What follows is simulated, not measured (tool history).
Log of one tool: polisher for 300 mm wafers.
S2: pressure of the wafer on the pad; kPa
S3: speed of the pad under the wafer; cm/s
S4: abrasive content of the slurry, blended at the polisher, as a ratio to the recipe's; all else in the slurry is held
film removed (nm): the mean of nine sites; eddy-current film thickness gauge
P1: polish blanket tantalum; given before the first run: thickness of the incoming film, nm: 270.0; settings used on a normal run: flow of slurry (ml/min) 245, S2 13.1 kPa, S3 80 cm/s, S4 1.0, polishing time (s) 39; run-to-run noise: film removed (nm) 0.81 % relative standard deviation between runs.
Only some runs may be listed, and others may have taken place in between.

Run 1, hour 6.7: flow of slurry (ml/min) 245, S2 13.1 kPa, S3 80 cm/s, S4 1.0, polishing time (s) 39. Result: film removed (nm) 49.695.
Run 2, hour 16.9: flow of slurry (ml/min) 245, S2 13.1 kPa, S3 80 cm/s, S4 1.0, polishing time (s) 39. Result: film removed (nm) 50.115.
Run 3, hour 25.7: flow of slurry (ml/min) 245, S2 13.1 kPa, S3 124 cm/s, S4 1.0, polishing time (s) 39. Result: film removed (nm) 77.660.
Run 4, hour 40.1: flow of slurry (ml/min) 245, S2 20.0 kPa, S3 80 cm/s, S4 1.0, polishing time (s) 39. Result: film removed (nm) 76.191.
Run 5, hour 46.7: flow of slurry (ml/min) 150, S2 13.1 kPa, S3 80 cm/s, S4 1.0, polishing time (s) 39. Result: film removed (nm) 46.877.
Run 6, hour 59.9: flow of slurry (ml/min) 245, S2 13.1 kPa, S3 80 cm/s, S4 1.0, polishing time (s) 21. Result: film removed (nm) 27.311.
Run 7, hour 73.1: flow of slurry (ml/min) 245, S2 13.1 kPa, S3 80 cm/s, S4 1.3, polishing time (s) 39. Result: film removed (nm) 54.277.
Run 8, hour 81.4: flow of slurry (ml/min) 245, S2 13.1 kPa, S3 102 cm/s, S4 0.6, polishing time (s) 39. Result: film removed (nm) 54.202.
Run 9, hour 90.6: flow of slurry (ml/min) 245, S2 13.1 kPa, S3 54 cm/s, S4 0.8, polishing time (s) 39. Result: film removed (nm) 31.620.
Run 10, hour 101.3: flow of slurry (ml/min) 380, S2 13.1 kPa, S3 80 cm/s, S4 1.0, polishing time (s) 39. Result: film removed (nm) 52.767.
Run 11, hour 107.9: flow of slurry (ml/min) 245, S2 6.2 kPa, S3 80 cm/s, S4 1.0, polishing time (s) 39. Result: film removed (nm) 23.500.
Run 12, hour 120.6: flow of slurry (ml/min) 245, S2 13.1 kPa, S3 80 cm/s, S4 1.0, polishing time (s) 58. Result: film removed (nm) 72.883.
Run 13, hour 127.1: flow of slurry (ml/min) 245, S2 13.1 kPa, S3 80 cm/s, S4 1.0, polishing time (s) 39. Result: film removed (nm) 50.427.
Run 14, hour 142.1: flow of slurry (ml/min) 245, S2 13.1 kPa, S3 80 cm/s, S4 0.6, polishing time (s) 39. Result: film removed (nm) 41.889.
Run 15, hour 155.9: flow of slurry (ml/min) 245, S2 13.1 kPa, S3 80 cm/s, S4 1.0, polishing time (s) 39. Result: film removed (nm) 50.935.
Run 16, hour 162.7: flow of slurry (ml/min) 245, S2 13.1 kPa, S3 80 cm/s, S4 1.0, polishing time (s) 39. Result: film removed (nm) 49.805.
Run 17, hour 173.1: flow of slurry (ml/min) 245, S2 13.1 kPa, S3 38 cm/s, S4 1.0, polishing time (s) 39. Result: film removed (nm) 23.844.
Run 18, hour 187.8: flow of slurry (ml/min) 245, S2 13.1 kPa, S3 80 cm/s, S4 1.0, polishing time (s) 39. Result: film removed (nm) 49.883.

What will run 19 give?
Run 19, hour 196.4: flow of slurry (ml/min) 245, S2 13.1 kPa, S3 80 cm/s, S4 1.0, polishing time (s) 39. Result: film removed (nm) ?.

film removed (nm): 50.339
